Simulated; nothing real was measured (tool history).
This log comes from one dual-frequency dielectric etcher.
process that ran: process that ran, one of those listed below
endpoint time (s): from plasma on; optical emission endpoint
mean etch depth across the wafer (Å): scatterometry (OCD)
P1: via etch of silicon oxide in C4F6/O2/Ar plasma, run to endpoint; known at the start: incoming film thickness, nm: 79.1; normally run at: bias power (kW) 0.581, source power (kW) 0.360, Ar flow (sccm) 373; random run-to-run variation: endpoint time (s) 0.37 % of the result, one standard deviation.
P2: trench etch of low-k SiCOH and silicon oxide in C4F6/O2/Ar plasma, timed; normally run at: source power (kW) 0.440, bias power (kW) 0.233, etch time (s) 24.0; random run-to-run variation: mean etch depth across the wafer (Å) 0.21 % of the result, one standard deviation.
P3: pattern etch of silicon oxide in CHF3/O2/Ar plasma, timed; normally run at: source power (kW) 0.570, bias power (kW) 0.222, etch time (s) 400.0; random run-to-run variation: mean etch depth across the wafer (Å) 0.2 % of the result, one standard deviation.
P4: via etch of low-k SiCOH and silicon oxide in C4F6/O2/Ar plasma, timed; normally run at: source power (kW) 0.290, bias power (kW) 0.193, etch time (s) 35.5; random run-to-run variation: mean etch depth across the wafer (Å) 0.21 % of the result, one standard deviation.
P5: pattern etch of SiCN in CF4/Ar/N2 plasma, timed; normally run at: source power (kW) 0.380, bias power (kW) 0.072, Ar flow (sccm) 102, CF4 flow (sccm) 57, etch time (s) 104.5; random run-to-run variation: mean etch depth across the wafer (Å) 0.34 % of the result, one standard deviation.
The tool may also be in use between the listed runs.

run   hour  process that ran  bias power (kW)  source power (kW)  Ar flow (sccm)  etch time (s)  CF4 flow (sccm)  hours since the last wet clean  hours since the last bias power generator calibration  hours since the last source power generator calibration  hours since the last Ar flow controller change  endpoint time (s)  mean etch depth across the wafer (Å)
  1    9.5                P1            0.581              0.360             373                                                           295.2                                                 2842.2                                                   1102.3                                          1771.6             17.484
  2   17.2                P3            0.222              0.570                          400.0                                            302.9                                                 2849.9                                                   1110.0                                          1779.3                                                  8002.30
  3   25.9                P1            0.581              0.360             373                                                           311.6                                                 2858.6                                                   1118.7                                          1788.0             17.513
  4   32.3                P5            0.072              0.290             102          104.5               57                           318.0                                                 2865.0                                                   1125.1                                          1794.4                                                   567.26
  5   38.1                P2            0.289              0.440                           24.0                                            323.8                                                 2870.8                                                   1130.9                                          1800.2                                                   909.39
  6   44.2                P5            0.072              0.380             102          104.5               72                           329.9                                                 2876.9                                                   1137.0                                          1806.3                                                   749.60
  7   53.7                P2            0.233              0.440                           18.0                                            339.4                                                 2886.4                                                   1146.5                                          1815.8                                                   638.22
  8   61.5                P4            0.193              0.290                           48.0                                            347.2                                                 2894.2                                                   1154.3                                          1823.6                                                  1017.00
  9   67.1                P2            0.233              0.580                           24.0                                            352.8                                                 2899.8                                                   1159.9                                          1829.2                                                   944.38
 10   71.9                P3            0.222              0.570                          251.0                                            357.6                                                 2904.6                                                   1164.7                                          1834.0                                                  4997.40
 11   81.6                P5            0.072              0.380             102          104.5               57                           367.3                                                 2914.3                                                   1174.4                                          1843.7                                                   723.53
 12   86.9                P1            0.743              0.360             373                                                           372.6                                                 2919.6                                                   1179.7                                          1849.0             15.888
 13   95.3                P1            0.581              0.360             373                                                           381.0                                                 2928.0                                                   1188.1                                          1857.4             17.450
 14  100.5                P2            0.233              0.440                           24.0                                            386.2                                                 2933.2                                                   1193.3                                          1862.6                                                   848.65
 15  105.5                P1            0.800              0.360             460                                                           391.2                                                 2938.2                                                   1198.3                                          1867.6             15.966
 16  114.8                P5            0.072              0.380             102          142.5               57                           400.5                                                 2947.5                                                   1207.6                                          1876.9                                                   981.45
 17  120.4                P1            0.581              0.480             373                                                           406.1                                                 2953.1                                                   1213.2                                          1882.5             15.907
 18  127.3                P1            0.581              0.360             480                                                           413.0                                                 2960.0                                                   1220.1                                          1889.4             18.130
 19  134.6                P4            0.193              0.200                           35.5                                            420.3                                                 2967.3                                                   1227.4                                          1896.7                                                   653.30
 20  144.2                P5            0.056              0.380             102          104.5               57                           429.9                                                 2976.9                                                   1237.0                                          1906.3                                                   664.00
 21  150.4                P5            0.072              0.380             102          104.5               57                           436.1                                                 2983.1                                                   1243.2                                          1912.5                                                   719.23
 22  155.5                P3            0.222              0.460                          400.0                                            441.2                                                 2988.2                                                   1248.3                                          1917.6                                                  7363.90
 23  160.6                P2            0.233              0.440                           24.0                                            446.3                                                 2993.3                                                   1253.4                                          1922.7                                                   848.91
 24  169.7                P1            0.581              0.360             302                                                           455.4                                                 3002.4                                                   1262.5                                          1931.8             17.087

Run 25 is up next; what results do you expect?
 25  174.5                P3            0.297              0.570                          400.0                                            460.2                                                 3007.2                                                   1267.3                                          1936.6                                                        ?

{"run 25": {"mean etch depth across the wafer (Å)": 8845.9}}
